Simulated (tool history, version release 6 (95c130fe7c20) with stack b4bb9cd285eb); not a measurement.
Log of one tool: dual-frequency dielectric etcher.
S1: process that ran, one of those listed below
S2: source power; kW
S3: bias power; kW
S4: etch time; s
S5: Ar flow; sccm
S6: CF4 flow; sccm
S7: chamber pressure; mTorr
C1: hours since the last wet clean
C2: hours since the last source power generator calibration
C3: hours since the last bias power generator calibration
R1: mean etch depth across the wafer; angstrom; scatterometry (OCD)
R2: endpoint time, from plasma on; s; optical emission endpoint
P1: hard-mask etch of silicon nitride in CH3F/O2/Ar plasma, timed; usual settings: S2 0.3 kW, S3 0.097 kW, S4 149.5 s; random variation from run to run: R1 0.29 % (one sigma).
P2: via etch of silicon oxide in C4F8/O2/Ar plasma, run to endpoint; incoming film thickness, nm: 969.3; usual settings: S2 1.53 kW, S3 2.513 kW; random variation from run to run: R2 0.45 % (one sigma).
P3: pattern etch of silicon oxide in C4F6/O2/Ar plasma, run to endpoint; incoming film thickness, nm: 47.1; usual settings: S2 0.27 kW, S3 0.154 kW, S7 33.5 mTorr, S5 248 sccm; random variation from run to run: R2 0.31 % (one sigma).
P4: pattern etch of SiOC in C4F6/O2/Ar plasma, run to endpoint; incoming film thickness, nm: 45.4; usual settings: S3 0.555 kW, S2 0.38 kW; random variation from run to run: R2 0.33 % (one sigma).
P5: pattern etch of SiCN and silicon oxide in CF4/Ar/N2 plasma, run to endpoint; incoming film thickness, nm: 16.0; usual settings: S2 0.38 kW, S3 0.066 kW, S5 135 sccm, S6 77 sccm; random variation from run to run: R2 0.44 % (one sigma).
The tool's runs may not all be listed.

| run | day | S1 | S2 | S3 | S4 | S5 | S6 | S7 | C1 | C2 | C3 | R1 | R2 |
|---|---|---|---|---|---|---|---|---|---|---|---|---|---|
| 1 | 0.325 | P1 | 0.3 | 0.097 | 149.5 |  |  |  | 310.7 | 1618 | 2734.3 | 1041.7 |  |
| 2 | 0.783 | P1 | 0.3 | 0.097 | 149.5 |  |  |  | 321.7 | 1629 | 2745.3 | 1041 |  |
| 3 | 1.15 | P1 | 0.3 | 0.097 | 149.5 |  |  |  | 330.5 | 1637.8 | 2754.1 | 1033.9 |  |
| 4 | 1.567 | P1 | 0.3 | 0.073 | 149.5 |  |  |  | 340.5 | 1647.8 | 2764.1 | 939.09 |  |
| 5 | 1.925 | P5 | 0.38 | 0.066 |  | 135 | 77 |  | 349.1 | 1656.4 | 2772.7 |  | 22.539 |
| 6 | 2.212 | P5 | 0.38 | 0.066 |  | 99 | 77 |  | 356 | 1663.3 | 2779.6 |  | 21.695 |
| 7 | 2.758 | P3 | 0.2 | 0.154 |  | 248 |  | 33.5 | 369.1 | 1676.4 | 2792.7 |  | 20.474 |
| 8 | 3.192 | P2 | 0.97 | 2.513 |  |  |  |  | 379.5 | 1686.8 | 2803.1 |  | 240.17 |
| 9 | 3.483 | P1 | 0.23 | 0.097 | 213 |  |  |  | 386.5 | 1693.8 | 2810.1 | 1344.9 |  |
| 10 | 3.779 | P5 | 0.38 | 0.066 |  | 135 | 77 |  | 393.6 | 1700.9 | 2817.2 |  | 22.747 |
| 11 | 4.096 | P1 | 0.3 | 0.136 | 149.5 |  |  |  | 401.2 | 1708.5 | 2824.8 | 1186.6 |  |
| 12 | 4.6 | P5 | 0.38 | 0.066 |  | 135 | 108 |  | 413.3 | 1720.6 | 2836.9 |  | 21.584 |
| 13 | 4.967 | P3 | 0.27 | 0.154 |  | 248 |  | 33.5 | 422.1 | 1729.4 | 2845.7 |  | 18.178 |
| 14 | 5.288 | P1 | 0.3 | 0.097 | 114.5 |  |  |  | 429.8 | 1737.1 | 2853.4 | 798.7 |  |
| 15 | 5.892 | P1 | 0.3 | 0.097 | 149.5 |  |  |  | 444.3 | 1751.6 | 2867.9 | 1042.3 |  |
| 16 | 6.325 | P1 | 0.22 | 0.097 | 149.5 |  |  |  | 454.7 | 1762 | 2878.3 | 928.49 |  |
| 17 | 6.708 | P3 | 0.27 | 0.195 |  | 248 |  | 33.5 | 463.9 | 1771.2 | 2887.5 |  | 16.884 |
| 18 | 7.071 | P4 | 0.38 | 0.555 |  |  |  |  | 472.6 | 1779.9 | 2896.2 |  | 15.61 |
| 19 | 7.471 | P4 | 0.22 | 0.555 |  |  |  |  | 482.2 | 1789.5 | 2905.8 |  | 19.085 |
| 20 | 7.788 | P2 | 1.53 | 2.513 |  |  |  |  | 489.8 | 1797.1 | 2913.4 |  | 200.89 |
| 21 | 8.079 | P2 | 1.53 | 3.27 |  |  |  |  | 496.8 | 1804.1 | 2920.4 |  | 186.34 |
| 22 | 8.433 | P5 | 0.38 | 0.043 |  | 135 | 77 |  | 505.3 | 1812.6 | 2928.9 |  | 26.308 |
| 23 | 9.033 | P3 | 0.27 | 0.154 |  | 248 |  | 43 | 519.7 | 1827 | 2943.3 |  | 18.792 |
| 24 | 9.367 | P1 | 0.41 | 0.097 | 149.5 |  |  |  | 527.7 | 1835 | 2951.3 | 1169.7 |  |
| 25 | 9.817 | P1 | 0.23 | 0.097 | 114.5 |  |  |  | 538.5 | 1845.8 | 2962.1 | 723.6 |  |
| 26 | 10.267 | P1 | 0.3 | 0.097 | 212 |  |  |  | 549.3 | 1856.6 | 2972.9 | 1473.9 |  |
| 27 | 10.675 | P3 | 0.27 | 0.154 |  | 160 |  | 33.5 | 559.1 | 1866.4 | 2982.7 |  | 17.392 |
| 28 | 10.954 | P5 | 0.23 | 0.066 |  | 135 | 77 |  | 565.8 | 1873.1 | 2989.4 |  | 35.35 |
| 29 | 11.508 | P1 | 0.3 | 0.097 | 149.5 |  |  |  | 579.1 | 1886.4 | 3002.7 | 1039.8 |  |
| 30 | 11.954 | P3 | 0.27 | 0.154 |  | 248 |  | 33.5 | 589.8 | 1897.1 | 3013.4 |  | 18.284 |
| 31 | 12.233 | P1 | 0.3 | 0.097 | 149.5 |  |  |  | 596.5 | 1903.8 | 3020.1 | 1037.3 |  |
| 32 | 12.808 | P4 | 0.38 | 0.337 |  |  |  |  | 610.3 | 1917.6 | 3033.9 |  | 18.758 |
| 33 | 13.104 | P1 | 0.3 | 0.097 | 149.5 |  |  |  | 617.4 | 1924.7 | 3041 | 1040.4 |  |
| 34 | 13.688 | P1 | 0.3 | 0.097 | 149.5 |  |  |  | 631.4 | 1938.7 | 3055 | 1050.8 |  |
| 35 | 14.258 | P1 | 0.3 | 0.097 | 149.5 |  |  |  | 645.1 | 1952.4 | 3068.7 | 1048.1 |  |
| 36 | 14.625 | P1 | 0.3 | 0.097 | 149.5 |  |  |  | 653.9 | 1961.2 | 3077.5 | 1048.3 |  |
| 37 | 15.204 | P1 | 0.3 | 0.097 | 149.5 |  |  |  | 667.8 | 1975.1 | 3091.4 | 1051.3 |  |
| 38 | 15.671 | P1 | 0.3 | 0.097 | 149.5 |  |  |  | 679 | 1986.3 | 3102.6 | 1054.8 |  |
| 39 | 16.162 | P1 | 0.3 | 0.097 | 149.5 |  |  |  | 690.8 | 1998.1 | 3114.4 | 1055.9 |  |
|  | 16.204 | wet clean of the chamber |
| 40 | 16.733 | P1 | 0.3 | 0.097 | 149.5 |  |  |  | 12.8 | 2011.8 | 3128.1 | 1055.3 |  |
| 41 | 17.271 | P1 | 0.3 | 0.097 | 149.5 |  |  |  | 25.7 | 2024.7 | 3141 | 1056.8 |  |
| 42 | 17.796 | P1 | 0.3 | 0.097 | 149.5 |  |  |  | 38.3 | 2037.3 | 3153.6 | 1054.5 |  |

What P1 gives has crept away from where it was. These 2 causes fit the log equally well, each at the size given:
A: bias power that arrives over what is set, % = 3.91
B: source power that arrives over what is set, % = 3.94
The creep began at about day 13.104.
Why every other cause is out:
chamber walls in a state that raises the etch rate, %: serviced at day 16.204, which brought nothing back

4 check runs are offered, each on 3 wafers whose results are averaged, their results left as question marks. Which one tells the causes apart?
| check 1 | 18.321 | P5 | 0.32 | 0.066 |  | 112 | 77 |  |  |  |  |  | ? |
| check 2 | 18.321 | P2 | 0.97 | 3.14 |  |  |  |  |  |  |  |  | ? |
| check 3 | 18.321 | P3 | 0.27 | 0.186 |  | 248 |  | 33.5 |  |  |  |  | ? |
| check 4 | 18.321 | P4 | 0.23 | 0.373 |  |  |  |  |  |  |  |  | ? |

What each check would give under each cause:
| check | result | if A | if B |
|---|---|---|---|
| check 1 | R2 | 25.381 | 24.855 |
| check 2 | R2 | 221.51 | 221.03 |
| check 3 | R2 | 16.926 | 16.887 |
| check 4 | R2 | 21.466 | 21.462 |
How far apart the two closest causes lie, in the result that separates them most: check 1 2.09 %; check 2 0.22 %; check 3 0.23 %; check 4 0.02 %
Only check 1 tells the causes apart: in the others they would give nearly the same result.

Check 1 was then run and gave: R2 24.845 s. Which cause is it?

It is B: source power that arrives over what is set, %.
